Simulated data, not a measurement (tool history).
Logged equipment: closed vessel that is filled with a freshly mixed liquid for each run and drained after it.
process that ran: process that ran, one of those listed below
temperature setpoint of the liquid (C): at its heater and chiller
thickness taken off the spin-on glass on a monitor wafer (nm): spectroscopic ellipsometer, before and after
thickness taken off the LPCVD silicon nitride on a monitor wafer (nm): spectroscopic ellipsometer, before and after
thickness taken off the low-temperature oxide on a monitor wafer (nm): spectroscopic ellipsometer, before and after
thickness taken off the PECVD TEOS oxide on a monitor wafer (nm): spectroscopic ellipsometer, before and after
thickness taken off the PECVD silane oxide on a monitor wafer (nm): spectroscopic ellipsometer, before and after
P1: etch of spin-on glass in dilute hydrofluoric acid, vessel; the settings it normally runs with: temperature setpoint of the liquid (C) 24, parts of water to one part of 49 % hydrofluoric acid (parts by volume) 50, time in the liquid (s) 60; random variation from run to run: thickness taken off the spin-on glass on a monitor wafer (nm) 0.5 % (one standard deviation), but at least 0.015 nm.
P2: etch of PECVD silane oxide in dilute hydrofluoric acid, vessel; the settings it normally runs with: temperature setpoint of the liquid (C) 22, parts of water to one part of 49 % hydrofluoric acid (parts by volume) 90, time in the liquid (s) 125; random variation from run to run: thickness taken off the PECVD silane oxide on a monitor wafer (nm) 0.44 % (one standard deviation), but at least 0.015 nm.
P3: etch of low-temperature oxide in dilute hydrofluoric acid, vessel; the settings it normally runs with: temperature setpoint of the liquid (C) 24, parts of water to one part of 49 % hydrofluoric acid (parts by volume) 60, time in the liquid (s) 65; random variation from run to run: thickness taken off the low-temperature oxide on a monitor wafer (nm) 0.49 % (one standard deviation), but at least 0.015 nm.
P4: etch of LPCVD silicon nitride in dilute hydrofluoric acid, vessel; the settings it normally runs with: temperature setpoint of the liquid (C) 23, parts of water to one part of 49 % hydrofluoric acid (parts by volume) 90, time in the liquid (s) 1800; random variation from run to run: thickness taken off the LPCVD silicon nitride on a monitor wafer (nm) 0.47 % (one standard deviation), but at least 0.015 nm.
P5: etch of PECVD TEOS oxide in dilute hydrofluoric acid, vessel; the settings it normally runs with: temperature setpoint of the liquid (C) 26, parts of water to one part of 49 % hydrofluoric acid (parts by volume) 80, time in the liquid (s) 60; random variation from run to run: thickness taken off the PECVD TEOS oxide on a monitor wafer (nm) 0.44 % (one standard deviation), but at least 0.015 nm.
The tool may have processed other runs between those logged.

run,hour,process that ran,temperature setpoint of the liquid (C),parts of water to one part of 49 % hydrofluoric acid (parts by volume),time in the liquid (s),thickness taken off the spin-on glass on a monitor wafer (nm),thickness taken off the LPCVD silicon nitride on a monitor wafer (nm),thickness taken off the low-temperature oxide on a monitor wafer (nm),thickness taken off the PECVD TEOS oxide on a monitor wafer (nm),thickness taken off the PECVD silane oxide on a monitor wafer (nm)
1,9.8,P1,24,50,60,37.087,,,,
2,26.3,P4,23,155,1800,,5.4901,,,
3,38.3,P4,23,90,1800,,9.3187,,,
4,48.5,P4,23,90,3040,,15.673,,,
5,56.3,P3,24,60,65,,,19.567,,
6,72.4,P3,24,25,65,,,49.359,,
7,85.9,P1,24,50,60,36.959,,,,
8,97.2,P1,24,20,95,153.33,,,,
9,114.1,P5,26,80,115,,,,26.016,
10,131.5,P5,26,80,60,,,,13.568,
11,142.4,P3,24,60,110,,,33.245,,
12,153.4,P2,22,90,125,,,,,18.346
13,166,P4,23,90,1800,,9.4152,,,
14,175.9,P1,24,80,30,11.229,,,,
15,188.7,P1,32,50,60,51.492,,,,
16,198.9,P4,28.5,90,1800,,13.437,,,
17,215.9,P3,24,60,65,,,19.566,,
18,224.3,P1,24,50,60,37.357,,,,
19,236.6,P3,29,60,65,,,23.878,,
20,252.2,P1,24,90,60,19.697,,,,
# hour 266.7: thermometer replaced
21,269,P1,24,50,60,37.099,,,,
22,283.3,P1,24,50,30,18.554,,,,
23,295.4,P1,24,50,60,37.075,,,,
24,305.9,P2,17.5,90,125,,,,,15.254
25,316.6,P2,22,90,125,,,,,18.396
26,328.5,P5,20,80,60,,,,10.609,
27,336.4,P1,24,50,100,61.826,,,,
28,348.4,P1,24,30,60,63.224,,,,
29,364.4,P5,26,25,60,,,,46.867,
30,374.8,P1,18,50,60,28.81,,,,
31,382.4,P2,22,130,125,,,,,12.248
32,399.5,P2,22,90,215,,,,,31.772
33,408.6,P1,24,50,60,37.256,,,,
34,417.5,P1,24,50,60,36.423,,,,
35,431.8,P1,24,50,60,35.975,,,,
36,447.4,P1,24,50,60,35.068,,,,
37,464,P1,24,50,60,34.597,,,,
38,476.6,P1,24,50,60,34.475,,,,
39,487.8,P1,24,50,60,34.44,,,,
40,498.8,P1,24,50,60,34.151,,,,
41,515.8,P1,24,50,60,34.249,,,,
42,530.9,P1,24,50,60,34.005,,,,
43,541.5,P1,24,50,60,34.309,,,,
44,549.2,P1,24,50,60,34.106,,,,

P1 has crept away from where it was. The log is fitted equally well by each of these 2 causes, at the sizes shown:
A: hydrofluoric acid flow below the setpoint (%) = 7.55
B: liquid colder than its thermometer reads (K) = 2.03
The drift started at roughly hour 408.6.

4 check runs are offered, one wafer each, their results left as question marks. Which one tells the causes apart?
check 1,556.9,P5,26,80,60,,,,?,
check 2,556.9,P4,23,90,1800,,?,,,
check 3,556.9,P2,22,90,125,,,,,?
check 4,556.9,P3,24,60,65,,,?,,

What every check run would give for each of its results, assuming each possible cause in turn:
check,result,if A,if B
check 1,thickness taken off the PECVD TEOS oxide on a monitor wafer (nm),12.435,12.512
check 2,thickness taken off the LPCVD silicon nitride on a monitor wafer (nm),8.6276,8.1307
check 3,thickness taken off the PECVD silane oxide on a monitor wafer (nm),16.913,16.981
check 4,thickness taken off the low-temperature oxide on a monitor wafer (nm),18.021,18.045
Minimum pairwise separation of causes per check, each pair taken at its best-separating result: check 1 0.62 %; check 2 5.93 %; check 3 0.4 %; check 4 0.13 %
The other checks would show nearly matching results whichever cause is true, so check 2 is the only one that separates the causes.

Check 2 was carried out, with these results: thickness taken off the LPCVD silicon nitride on a monitor wafer (nm) 8.6674. Which of the listed causes is responsible?

The cause is A: hydrofluoric acid flow below the setpoint (%).
